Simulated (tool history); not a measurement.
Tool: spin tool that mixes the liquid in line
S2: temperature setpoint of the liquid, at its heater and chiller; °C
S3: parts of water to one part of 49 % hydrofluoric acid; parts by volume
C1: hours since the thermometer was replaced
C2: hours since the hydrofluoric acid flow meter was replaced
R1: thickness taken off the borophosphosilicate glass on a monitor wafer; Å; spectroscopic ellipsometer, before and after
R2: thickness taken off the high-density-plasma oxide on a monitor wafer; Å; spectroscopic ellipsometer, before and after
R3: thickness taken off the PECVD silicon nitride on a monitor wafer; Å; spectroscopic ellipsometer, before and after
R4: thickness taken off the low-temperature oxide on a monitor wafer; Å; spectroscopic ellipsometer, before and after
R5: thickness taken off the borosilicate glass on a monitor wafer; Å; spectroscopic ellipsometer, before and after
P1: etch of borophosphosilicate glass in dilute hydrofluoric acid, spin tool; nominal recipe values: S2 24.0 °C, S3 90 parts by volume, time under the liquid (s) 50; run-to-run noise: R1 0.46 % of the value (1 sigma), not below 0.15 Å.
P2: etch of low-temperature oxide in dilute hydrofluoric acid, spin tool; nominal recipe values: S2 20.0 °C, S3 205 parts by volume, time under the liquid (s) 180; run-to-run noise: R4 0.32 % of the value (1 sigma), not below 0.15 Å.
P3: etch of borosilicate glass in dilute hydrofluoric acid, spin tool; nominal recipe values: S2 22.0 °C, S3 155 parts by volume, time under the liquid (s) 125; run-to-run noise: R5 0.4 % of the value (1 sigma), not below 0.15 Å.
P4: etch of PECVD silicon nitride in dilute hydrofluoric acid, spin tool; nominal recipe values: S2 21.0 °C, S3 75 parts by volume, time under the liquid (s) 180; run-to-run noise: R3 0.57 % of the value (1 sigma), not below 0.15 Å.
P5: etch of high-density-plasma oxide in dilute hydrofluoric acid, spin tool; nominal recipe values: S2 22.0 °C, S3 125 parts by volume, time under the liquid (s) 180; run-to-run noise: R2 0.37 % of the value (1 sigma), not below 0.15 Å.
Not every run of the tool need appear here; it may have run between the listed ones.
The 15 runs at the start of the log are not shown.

run 16 hour=85.8 | process_that_ran=P5 S2=17.0 S3=125 time_under_the_liquid_(s)=180 | C1=416.5 C2=486.3 | R2=70.427
run 17 hour=92.4 | process_that_ran=P1 S2=24.0 S3=90 time_under_the_liquid_(s)=100 | C1=423.1 C2=492.9 | R1=477.720
run 18 hour=97.5 | process_that_ran=P1 S2=20.0 S3=90 time_under_the_liquid_(s)=95 | C1=428.2 C2=498.0 | R1=384.870
run 19 hour=100.5 | process_that_ran=P2 S2=20.0 S3=205 time_under_the_liquid_(s)=180 | C1=431.2 C2=501.0 | R4=69.362
run 20 hour=106.4 | process_that_ran=P2 S2=17.0 S3=205 time_under_the_liquid_(s)=180 | C1=437.1 C2=506.9 | R4=61.974
run 21 hour=110.3 | process_that_ran=P3 S2=22.0 S3=155 time_under_the_liquid_(s)=125 | C1=441.0 C2=510.8 | R5=232.78
run 22 hour=115.0 | process_that_ran=P1 S2=29.5 S3=90 time_under_the_liquid_(s)=50 | C1=445.7 C2=515.5 | R1=296.920
run 23 hour=119.5 | process_that_ran=P1 S2=17.0 S3=90 time_under_the_liquid_(s)=50 | C1=450.2 C2=520.0 | R1=181.160
-- hour=124.0 thermometer replaced
run 24 hour=125.3 | process_that_ran=P3 S2=17.0 S3=155 time_under_the_liquid_(s)=125 | C1=1.4 C2=525.8 | R5=188.85
run 25 hour=129.1 | process_that_ran=P2 S2=20.0 S3=205 time_under_the_liquid_(s)=40 | C1=5.2 C2=529.6 | R4=15.443
run 26 hour=135.2 | process_that_ran=P5 S2=22.0 S3=125 time_under_the_liquid_(s)=265 | C1=11.3 C2=535.7 | R2=126.960
run 27 hour=141.0 | process_that_ran=P1 S2=24.0 S3=30 time_under_the_liquid_(s)=50 | C1=17.1 C2=541.5 | R1=775.010
run 28 hour=146.2 | process_that_ran=P4 S2=21.0 S3=20 time_under_the_liquid_(s)=180 | C1=22.3 C2=546.7 | R3=357.470
run 29 hour=151.8 | process_that_ran=P1 S2=24.0 S3=90 time_under_the_liquid_(s)=50 | C1=27.9 C2=552.3 | R1=240.470
run 30 hour=158.2 | process_that_ran=P3 S2=22.0 S3=255 time_under_the_liquid_(s)=125 | C1=34.3 C2=558.7 | R5=127.04
run 31 hour=161.5 | process_that_ran=P1 S2=19.0 S3=90 time_under_the_liquid_(s)=90 | C1=37.6 C2=562.0 | R1=352.340
run 32 hour=165.3 | process_that_ran=P3 S2=22.0 S3=155 time_under_the_liquid_(s)=235 | C1=41.4 C2=565.8 | R5=439.77
run 33 hour=168.5 | process_that_ran=P4 S2=21.0 S3=75 time_under_the_liquid_(s)=180 | C1=44.6 C2=569.0 | R3=98.694
run 34 hour=174.9 | process_that_ran=P1 S2=24.0 S3=90 time_under_the_liquid_(s)=50 | C1=51.0 C2=575.4 | R1=241.260
run 35 hour=181.8 | process_that_ran=P1 S2=24.0 S3=90 time_under_the_liquid_(s)=50 | C1=57.9 C2=582.3 | R1=232.060
run 36 hour=186.1 | process_that_ran=P1 S2=24.0 S3=90 time_under_the_liquid_(s)=50 | C1=62.2 C2=586.6 | R1=229.100
run 37 hour=190.9 | process_that_ran=P1 S2=24.0 S3=90 time_under_the_liquid_(s)=50 | C1=67.0 C2=591.4 | R1=227.270
run 38 hour=197.5 | process_that_ran=P1 S2=24.0 S3=90 time_under_the_liquid_(s)=50 | C1=73.6 C2=598.0 | R1=226.490

Predict the results of run 39:
run 39 hour=203.0 | process_that_ran=P1 S2=24.0 S3=90 time_under_the_liquid_(s)=50 | C1=79.1 C2=603.5 | R1=?

{"run 39": {"R1": 226.87}}
